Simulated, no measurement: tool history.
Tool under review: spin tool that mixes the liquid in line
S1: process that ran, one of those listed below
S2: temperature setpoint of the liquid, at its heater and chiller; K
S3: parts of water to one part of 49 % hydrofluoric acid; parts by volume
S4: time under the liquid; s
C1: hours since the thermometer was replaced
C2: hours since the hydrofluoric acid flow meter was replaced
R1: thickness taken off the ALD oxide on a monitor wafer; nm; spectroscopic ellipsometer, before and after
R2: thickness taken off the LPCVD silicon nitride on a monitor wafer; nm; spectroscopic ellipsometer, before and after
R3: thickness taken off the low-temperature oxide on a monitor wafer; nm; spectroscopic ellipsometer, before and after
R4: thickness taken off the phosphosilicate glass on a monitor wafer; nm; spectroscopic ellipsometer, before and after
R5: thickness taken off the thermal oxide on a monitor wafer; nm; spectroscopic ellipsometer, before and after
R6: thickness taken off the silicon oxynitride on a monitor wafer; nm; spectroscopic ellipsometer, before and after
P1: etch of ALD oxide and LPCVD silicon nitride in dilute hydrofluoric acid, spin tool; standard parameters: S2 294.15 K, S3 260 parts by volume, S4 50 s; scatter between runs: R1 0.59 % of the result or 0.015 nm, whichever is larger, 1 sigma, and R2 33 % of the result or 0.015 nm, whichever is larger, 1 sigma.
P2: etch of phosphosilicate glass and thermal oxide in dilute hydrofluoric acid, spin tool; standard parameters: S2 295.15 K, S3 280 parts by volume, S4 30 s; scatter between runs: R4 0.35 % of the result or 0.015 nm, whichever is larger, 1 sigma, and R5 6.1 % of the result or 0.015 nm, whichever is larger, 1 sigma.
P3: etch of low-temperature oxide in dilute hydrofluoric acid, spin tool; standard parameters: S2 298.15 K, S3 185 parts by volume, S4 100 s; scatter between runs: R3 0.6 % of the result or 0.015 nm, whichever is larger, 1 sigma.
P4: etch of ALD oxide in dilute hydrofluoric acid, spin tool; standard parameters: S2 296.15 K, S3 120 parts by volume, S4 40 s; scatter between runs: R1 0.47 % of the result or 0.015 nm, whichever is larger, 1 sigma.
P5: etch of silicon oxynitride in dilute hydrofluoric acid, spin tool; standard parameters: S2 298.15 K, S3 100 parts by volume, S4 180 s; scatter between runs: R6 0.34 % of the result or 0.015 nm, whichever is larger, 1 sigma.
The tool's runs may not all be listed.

Run 1, hour 11.8: S1 P1, S2 294.15 K, S3 260 parts by volume, S4 50 s; C1 300.5; C2 900.4. Result: R1 4.7328 nm, R2 0.086845 nm.
Run 2, hour 22.6: S1 P3, S2 306.15 K, S3 185 parts by volume, S4 100 s; C1 311.3; C2 911.2. Result: R3 7.4796 nm.
Run 3, hour 33.0: S1 P1, S2 294.15 K, S3 260 parts by volume, S4 50 s; C1 321.7; C2 921.6. Result: R1 4.6372 nm, R2 0.072996 nm.
Run 4, hour 41.0: S1 P4, S2 296.15 K, S3 215 parts by volume, S4 40 s; C1 329.7; C2 929.6. Result: R1 2.5063 nm.
Run 5, hour 50.2: S1 P1, S2 294.15 K, S3 260 parts by volume, S4 15 s; C1 338.9; C2 938.8. Result: R1 1.3987 nm, R2 0.035596 nm.
Run 6, hour 55.8: S1 P2, S2 295.15 K, S3 280 parts by volume, S4 30 s; C1 344.5; C2 944.4. Result: R4 5.8135 nm, R5 0.33014 nm.
Run 7, hour 63.1: S1 P1, S2 294.15 K, S3 100 parts by volume, S4 95 s; C1 351.8; C2 951.7. Result: R1 27.2330 nm, R2 0.258100 nm.
Run 8, hour 72.6: S1 P5, S2 298.15 K, S3 100 parts by volume, S4 180 s; C1 361.3; C2 961.2. Result: R6 6.9633 nm.
Run 9, hour 80.0: S1 P3, S2 298.15 K, S3 185 parts by volume, S4 180 s; C1 368.7; C2 968.6. Result: R3 10.1190 nm.
Run 10, hour 88.0: S1 P5, S2 298.15 K, S3 100 parts by volume, S4 350 s; C1 376.7; C2 976.6. Result: R6 13.3810 nm.
Run 11, hour 98.4: S1 P1, S2 294.15 K, S3 260 parts by volume, S4 50 s; C1 387.1; C2 987.0. Result: R1 4.7778 nm, R2 0.085103 nm.
Run 12, hour 110.2: S1 P1, S2 294.15 K, S3 260 parts by volume, S4 50 s; C1 398.9; C2 998.8. Result: R1 4.6913 nm, R2 0.051804 nm.
Run 13, hour 117.1: S1 P1, S2 294.15 K, S3 260 parts by volume, S4 50 s; C1 405.8; C2 1005.7. Result: R1 4.6990 nm, R2 0.023844 nm.
Run 14, hour 128.0: S1 P1, S2 298.15 K, S3 260 parts by volume, S4 50 s; C1 416.7; C2 1016.6. Result: R1 5.4180 nm, R2 0.127500 nm.
Run 15, hour 139.5: S1 P2, S2 295.15 K, S3 280 parts by volume, S4 55 s; C1 428.2; C2 1028.1. Result: R4 10.6500 nm, R5 0.63298 nm.
Run 16, hour 146.8: S1 P3, S2 298.15 K, S3 80 parts by volume, S4 100 s; C1 435.5; C2 1035.4. Result: R3 14.6950 nm.
Run 17, hour 155.9: S1 P4, S2 296.15 K, S3 120 parts by volume, S4 65 s; C1 444.6; C2 1044.5. Result: R1 7.9772 nm.
Run 18, hour 167.2: S1 P4, S2 301.65 K, S3 120 parts by volume, S4 40 s; C1 455.9; C2 1055.8. Result: R1 6.0812 nm.
Run 19, hour 177.7: S1 P1, S2 294.15 K, S3 55 parts by volume, S4 50 s; C1 466.4; C2 1066.3. Result: R1 27.8660 nm, R2 0.251530 nm.
Run 20, hour 187.8: S1 P4, S2 296.15 K, S3 120 parts by volume, S4 40 s; C1 476.5; C2 1076.4. Result: R1 4.8692 nm.
Run 21, hour 194.7: S1 P1, S2 294.15 K, S3 260 parts by volume, S4 75 s; C1 483.4; C2 1083.3. Result: R1 7.1275 nm, R2 0.064130 nm.
Run 22, hour 202.5: S1 P1, S2 300.15 K, S3 155 parts by volume, S4 50 s; C1 491.2; C2 1091.1. Result: R1 10.9650 nm, R2 0.273410 nm.
Run 23, hour 213.6: S1 P3, S2 298.15 K, S3 185 parts by volume, S4 100 s; C1 502.3; C2 1102.2. Result: R3 5.6102 nm.
Run 24, hour 225.2: S1 P1, S2 290.15 K, S3 260 parts by volume, S4 50 s; C1 513.9; C2 1113.8. Result: R1 4.1067 nm, R2 0.056944 nm.
Run 25, hour 234.7: S1 P1, S2 294.15 K, S3 260 parts by volume, S4 50 s; C1 523.4; C2 1123.3. Result: R1 4.7209 nm, R2 0.096811 nm.
Run 26, hour 240.5: S1 P1, S2 294.15 K, S3 375 parts by volume, S4 50 s; C1 529.2; C2 1129.1. Result: R1 2.9698 nm, R2 0.011784 nm.
Run 27, hour 248.9: S1 P2, S2 302.15 K, S3 280 parts by volume, S4 30 s; C1 537.6; C2 1137.5. Result: R4 7.3369 nm, R5 0.45845 nm.
Run 28, hour 257.5: S1 P5, S2 290.15 K, S3 100 parts by volume, S4 180 s; C1 546.2; C2 1146.1. Result: R6 4.6648 nm.
Run 29, hour 263.3: S1 P2, S2 295.15 K, S3 280 parts by volume, S4 30 s; C1 552.0; C2 1151.9. Result: R4 5.8423 nm, R5 0.39029 nm.
Run 30, hour 272.2: S1 P1, S2 300.65 K, S3 260 parts by volume, S4 90 s; C1 560.9; C2 1160.8. Result: R1 10.6370 nm, R2 0.094887 nm.
Run 31, hour 277.8: S1 P2, S2 295.15 K, S3 400 parts by volume, S4 30 s; C1 566.5; C2 1166.4. Result: R4 3.6290 nm, R5 0.23710 nm.
Run 32, hour 286.6: S1 P5, S2 298.15 K, S3 175 parts by volume, S4 180 s; C1 575.3; C2 1175.2. Result: R6 3.7214 nm.
Run 33, hour 297.5: S1 P1, S2 294.15 K, S3 260 parts by volume, S4 50 s; C1 586.2; C2 1186.1. Result: R1 4.7470 nm, R2 0.077941 nm.
Run 34, hour 306.5: S1 P1, S2 294.15 K, S3 260 parts by volume, S4 50 s; C1 595.2; C2 1195.1. Result: R1 4.7871 nm, R2 0.110430 nm.
Run 35, hour 315.7: S1 P1, S2 294.15 K, S3 260 parts by volume, S4 50 s; C1 604.4; C2 1204.3. Result: R1 4.9149 nm, R2 0.060530 nm.
Run 36, hour 327.9: S1 P1, S2 294.15 K, S3 260 parts by volume, S4 50 s; C1 616.6; C2 1216.5. Result: R1 4.8950 nm, R2 0.109080 nm.
Run 37, hour 337.0: S1 P1, S2 294.15 K, S3 260 parts by volume, S4 50 s; C1 625.7; C2 1225.6. Result: R1 4.9645 nm, R2 0.129910 nm.
Run 38, hour 348.0: S1 P1, S2 294.15 K, S3 260 parts by volume, S4 50 s; C1 636.7; C2 1236.6. Result: R1 4.9737 nm, R2 0.075789 nm.
Run 39, hour 356.2: S1 P1, S2 294.15 K, S3 260 parts by volume, S4 50 s; C1 644.9; C2 1244.8. Result: R1 4.9092 nm, R2 0.070262 nm.
Run 40, hour 365.5: S1 P1, S2 294.15 K, S3 260 parts by volume, S4 50 s; C1 654.2; C2 1254.1. Result: R1 4.9498 nm, R2 0.059308 nm.
Run 41, hour 377.7: S1 P1, S2 294.15 K, S3 260 parts by volume, S4 50 s; C1 666.4; C2 1266.3. Result: R1 5.0071 nm, R2 0.048764 nm.

Compared with where it was, what P1 gives has crept away. Each cause listed below fits the log as well as the rest, at the size given for it:
A: hydrofluoric acid flow above the setpoint (%) = 4.98
B: liquid hotter than its thermometer reads (K) = 1.66
Onset of the creep was near hour 297.5.

Which of the 4 check runs listed below, each an average over 2 wafers with its results shown as question marks, gives clearly different results under the different listed causes?
Run check 1, hour 389.9: S1 P2, S2 298.65 K, S3 280 parts by volume, S4 45 s. Result: R4 ?, R5 ?.
Run check 2, hour 389.9: S1 P4, S2 296.15 K, S3 205 parts by volume, S4 55 s. Result: R1 ?.
Run check 3, hour 389.9: S1 P3, S2 305.65 K, S3 185 parts by volume, S4 180 s. Result: R3 ?.
Run check 4, hour 389.9: S1 P5, S2 291.15 K, S3 100 parts by volume, S4 180 s. Result: R6 ?.

Outcome of each check run for each possible cause:
  check  result     if A     if B
check 1      R4  10.5010  10.4420
check 1      R5  0.64427  0.64070
check 2      R1   3.8043   3.8137
check 3      R3  14.0510  13.9900
check 4      R6   5.1792   5.3385
Smallest distance between any two causes, each pair judged by its most separating result, in per cent: check 1 0.56 %; check 2 0.25 %; check 3 0.43 %; check 4 3.03 %
Of the check runs offered, only check 4 discriminates between the causes; the rest would read about the same regardless of which cause applies.

After running check 4, the following was obtained: R6 5.3267 nm. Which cause does this point to?

The correct cause is B, namely: liquid hotter than its thermometer reads (K).
